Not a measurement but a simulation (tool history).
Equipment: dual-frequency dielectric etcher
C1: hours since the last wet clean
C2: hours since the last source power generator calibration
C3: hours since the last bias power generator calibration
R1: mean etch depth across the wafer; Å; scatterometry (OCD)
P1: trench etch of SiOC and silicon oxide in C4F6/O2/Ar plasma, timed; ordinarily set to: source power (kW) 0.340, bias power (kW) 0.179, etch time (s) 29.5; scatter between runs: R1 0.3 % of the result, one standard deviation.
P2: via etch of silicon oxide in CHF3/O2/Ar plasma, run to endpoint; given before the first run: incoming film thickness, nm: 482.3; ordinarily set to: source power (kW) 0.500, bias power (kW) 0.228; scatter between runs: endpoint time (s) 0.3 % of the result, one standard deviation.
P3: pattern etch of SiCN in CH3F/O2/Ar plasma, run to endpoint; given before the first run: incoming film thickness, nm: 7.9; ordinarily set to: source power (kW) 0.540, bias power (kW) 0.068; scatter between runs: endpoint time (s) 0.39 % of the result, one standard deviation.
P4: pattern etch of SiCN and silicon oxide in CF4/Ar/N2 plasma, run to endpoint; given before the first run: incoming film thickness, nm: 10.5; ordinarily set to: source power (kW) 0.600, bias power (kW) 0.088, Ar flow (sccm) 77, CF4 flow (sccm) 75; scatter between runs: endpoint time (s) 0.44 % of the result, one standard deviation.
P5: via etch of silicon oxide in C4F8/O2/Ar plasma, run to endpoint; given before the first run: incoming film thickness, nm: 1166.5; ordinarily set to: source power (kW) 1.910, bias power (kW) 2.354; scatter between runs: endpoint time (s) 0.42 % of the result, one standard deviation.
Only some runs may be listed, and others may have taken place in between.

Run 1, day 0.208: process that ran P1, source power (kW) 0.340, bias power (kW) 0.179, etch time (s) 29.5; C1 123.2; C2 2393.8; C3 2012.2. Result: R1 546.56 Å.
Run 2, day 0.588: process that ran P1, source power (kW) 0.430, bias power (kW) 0.179, etch time (s) 29.5; C1 132.3; C2 2402.9; C3 2021.3. Result: R1 602.39 Å.
Run 3, day 0.971: process that ran P5, source power (kW) 2.370, bias power (kW) 2.354; C1 141.5; C2 2412.1; C3 2030.5. Result: endpoint time (s) 209.3800.
Run 4, day 1.329: process that ran P1, source power (kW) 0.340, bias power (kW) 0.239, etch time (s) 29.5; C1 150.1; C2 2420.7; C3 2039.1. Result: R1 596.91 Å.
Run 5, day 1.779: process that ran P1, source power (kW) 0.290, bias power (kW) 0.121, etch time (s) 29.5; C1 160.9; C2 2431.5; C3 2049.9. Result: R1 453.07 Å.
Run 6, day 2.092: process that ran P3, source power (kW) 0.540, bias power (kW) 0.068; C1 168.4; C2 2439.0; C3 2057.4. Result: endpoint time (s) 19.3780.
Run 7, day 2.404: process that ran P4, source power (kW) 0.600, bias power (kW) 0.088, Ar flow (sccm) 48, CF4 flow (sccm) 75; C1 175.9; C2 2446.5; C3 2064.9. Result: endpoint time (s) 7.7187.
Run 8, day 2.862: process that ran P4, source power (kW) 0.600, bias power (kW) 0.088, Ar flow (sccm) 77, CF4 flow (sccm) 75; C1 186.9; C2 2457.5; C3 2075.9. Result: endpoint time (s) 8.2033.
Run 9, day 3.250: process that ran P1, source power (kW) 0.340, bias power (kW) 0.133, etch time (s) 22.5; C1 196.2; C2 2466.8; C3 2085.2. Result: R1 379.88 Å.
Run 10, day 3.525: process that ran P1, source power (kW) 0.340, bias power (kW) 0.179, etch time (s) 37.5; C1 202.8; C2 2473.4; C3 2091.8. Result: R1 692.88 Å.
Run 11, day 3.792: process that ran P4, source power (kW) 0.600, bias power (kW) 0.062, Ar flow (sccm) 77, CF4 flow (sccm) 75; C1 209.2; C2 2479.8; C3 2098.2. Result: endpoint time (s) 9.1221.
At day 3.817: source power generator calibrated.
Run 12, day 4.188: process that ran P4, source power (kW) 0.600, bias power (kW) 0.088, Ar flow (sccm) 77, CF4 flow (sccm) 75; C1 218.7; C2 8.9; C3 2107.7. Result: endpoint time (s) 8.1865.
Run 13, day 4.417: process that ran P1, source power (kW) 0.340, bias power (kW) 0.179, etch time (s) 20.0; C1 224.2; C2 14.4; C3 2113.2. Result: R1 369.62 Å.
Run 14, day 4.829: process that ran P2, source power (kW) 0.660, bias power (kW) 0.228; C1 234.1; C2 24.3; C3 2123.1. Result: endpoint time (s) 220.6400.
Run 15, day 5.238: process that ran P1, source power (kW) 0.340, bias power (kW) 0.179, etch time (s) 29.5; C1 243.9; C2 34.1; C3 2132.9. Result: R1 544.22 Å.
Run 16, day 5.550: process that ran P4, source power (kW) 0.600, bias power (kW) 0.088, Ar flow (sccm) 77, CF4 flow (sccm) 100; C1 251.4; C2 41.6; C3 2140.4. Result: endpoint time (s) 7.8693.
Run 17, day 5.996: process that ran P5, source power (kW) 1.910, bias power (kW) 2.354; C1 262.1; C2 52.3; C3 2151.1. Result: endpoint time (s) 226.2000.
Run 18, day 6.333: process that ran P1, source power (kW) 0.340, bias power (kW) 0.179, etch time (s) 29.5; C1 270.2; C2 60.4; C3 2159.2. Result: R1 546.95 Å.
Run 19, day 6.671: process that ran P1, source power (kW) 0.340, bias power (kW) 0.128, etch time (s) 29.5; C1 278.3; C2 68.5; C3 2167.3. Result: R1 489.08 Å.
Run 20, day 7.017: process that ran P5, source power (kW) 1.910, bias power (kW) 2.781; C1 286.6; C2 76.8; C3 2175.6. Result: endpoint time (s) 214.6700.
Run 21, day 7.312: process that ran P1, source power (kW) 0.340, bias power (kW) 0.179, etch time (s) 29.5; C1 293.7; C2 83.9; C3 2182.7. Result: R1 548.28 Å.
Run 22, day 7.650: process that ran P2, source power (kW) 0.500, bias power (kW) 0.299; C1 301.8; C2 92.0; C3 2190.8. Result: endpoint time (s) 222.8500.
Run 23, day 7.908: process that ran P1, source power (kW) 0.340, bias power (kW) 0.179, etch time (s) 29.5; C1 308.0; C2 98.2; C3 2197.0. Result: R1 543.89 Å.
Run 24, day 8.246: process that ran P4, source power (kW) 0.350, bias power (kW) 0.088, Ar flow (sccm) 77, CF4 flow (sccm) 75; C1 316.1; C2 106.3; C3 2205.1. Result: endpoint time (s) 13.0200.
Run 25, day 8.575: process that ran P1, source power (kW) 0.250, bias power (kW) 0.179, etch time (s) 29.5; C1 324.0; C2 114.2; C3 2213.0. Result: R1 484.69 Å.
At day 8.967: bias power generator calibrated.
Run 26, day 9.012: process that ran P3, source power (kW) 0.540, bias power (kW) 0.087; C1 334.5; C2 124.7; C3 1.2. Result: endpoint time (s) 17.8520.
Run 27, day 9.388: process that ran P3, source power (kW) 0.770, bias power (kW) 0.068; C1 343.5; C2 133.7; C3 10.2. Result: endpoint time (s) 16.9310.
Run 28, day 9.671: process that ran P1, source power (kW) 0.340, bias power (kW) 0.179, etch time (s) 29.5; C1 350.3; C2 140.5; C3 17.0. Result: R1 545.29 Å.
Run 29, day 9.875: process that ran P2, source power (kW) 0.500, bias power (kW) 0.228; C1 355.2; C2 145.4; C3 21.9. Result: endpoint time (s) 245.2800.
Run 30, day 10.092: process that ran P1, source power (kW) 0.340, bias power (kW) 0.179, etch time (s) 29.5; C1 360.4; C2 150.6; C3 27.1. Result: R1 544.55 Å.
Run 31, day 10.467: process that ran P1, source power (kW) 0.340, bias power (kW) 0.179, etch time (s) 29.5; C1 369.4; C2 159.6; C3 36.1. Result: R1 542.62 Å.
Run 32, day 10.817: process that ran P1, source power (kW) 0.340, bias power (kW) 0.179, etch time (s) 29.5; C1 377.8; C2 168.0; C3 44.5. Result: R1 540.89 Å.
Run 33, day 11.042: process that ran P1, source power (kW) 0.340, bias power (kW) 0.179, etch time (s) 29.5; C1 383.2; C2 173.4; C3 49.9. Result: R1 537.96 Å.
At day 11.288: wet clean of the chamber.
Run 34, day 11.375: process that ran P1, source power (kW) 0.340, bias power (kW) 0.179, etch time (s) 29.5; C1 2.1; C2 181.4; C3 57.9. Result: R1 538.64 Å.
Run 35, day 11.817: process that ran P1, source power (kW) 0.340, bias power (kW) 0.179, etch time (s) 29.5; C1 12.7; C2 192.0; C3 68.5. Result: R1 538.83 Å.
Run 36, day 12.054: process that ran P1, source power (kW) 0.340, bias power (kW) 0.179, etch time (s) 29.5; C1 18.4; C2 197.7; C3 74.2. Result: R1 538.12 Å.
Run 37, day 12.400: process that ran P1, source power (kW) 0.340, bias power (kW) 0.179, etch time (s) 29.5; C1 26.7; C2 206.0; C3 82.5. Result: R1 536.94 Å.
Run 38, day 12.738: process that ran P1, source power (kW) 0.340, bias power (kW) 0.179, etch time (s) 29.5; C1 34.8; C2 214.1; C3 90.6. Result: R1 538.42 Å.

What P1 gives has crept off from where it sat before. The 2 causes that follow fit the log equally well, each at the size noted:
A: source power that arrives under what is set, % = 3.81
B: bias power that arrives under what is set, % = 4.62
At approximately day 10.092, the process output began to creep.
The rest of the possible causes, and what rules out each one:
chamber walls in a state that lowers the etch rate, %: its service at day 11.288 followed the start of the drift and did not put the process back to its old value

You are offered 4 check runs, listed below with question marks in place of their results; each one averages 3 wafers. Which run separates the listed causes by giving clearly different results for each?
Run check 1, day 13.075: process that ran P2, source power (kW) 0.660, bias power (kW) 0.264. Result: endpoint time (s) ?.
Run check 2, day 13.075: process that ran P4, source power (kW) 0.600, bias power (kW) 0.066, Ar flow (sccm) 63, CF4 flow (sccm) 75. Result: endpoint time (s) ?.
Run check 3, day 13.075: process that ran P5, source power (kW) 1.910, bias power (kW) 2.715. Result: endpoint time (s) ?.
Run check 4, day 13.075: process that ran P3, source power (kW) 0.540, bias power (kW) 0.083. Result: endpoint time (s) ?.

What each check would give under each cause:
  check             result      if A      if B
check 1  endpoint time (s)  212.8400  213.3300
check 2  endpoint time (s)    9.0136    8.8288
check 3  endpoint time (s)  220.6400  220.4600
check 4  endpoint time (s)   18.3480   18.3880
Per-check spread between the two closest causes, in the result where they differ most: check 1 0.23 %; check 2 2.07 %; check 3 0.08 %; check 4 0.22 %
Check 2 is the one run that separates the causes; every other check would come out nearly the same whichever cause is at work.

Check 2 was then run and gave: endpoint time (s) 8.8349. Which cause is it?

It is B: bias power that arrives under what is set, %.

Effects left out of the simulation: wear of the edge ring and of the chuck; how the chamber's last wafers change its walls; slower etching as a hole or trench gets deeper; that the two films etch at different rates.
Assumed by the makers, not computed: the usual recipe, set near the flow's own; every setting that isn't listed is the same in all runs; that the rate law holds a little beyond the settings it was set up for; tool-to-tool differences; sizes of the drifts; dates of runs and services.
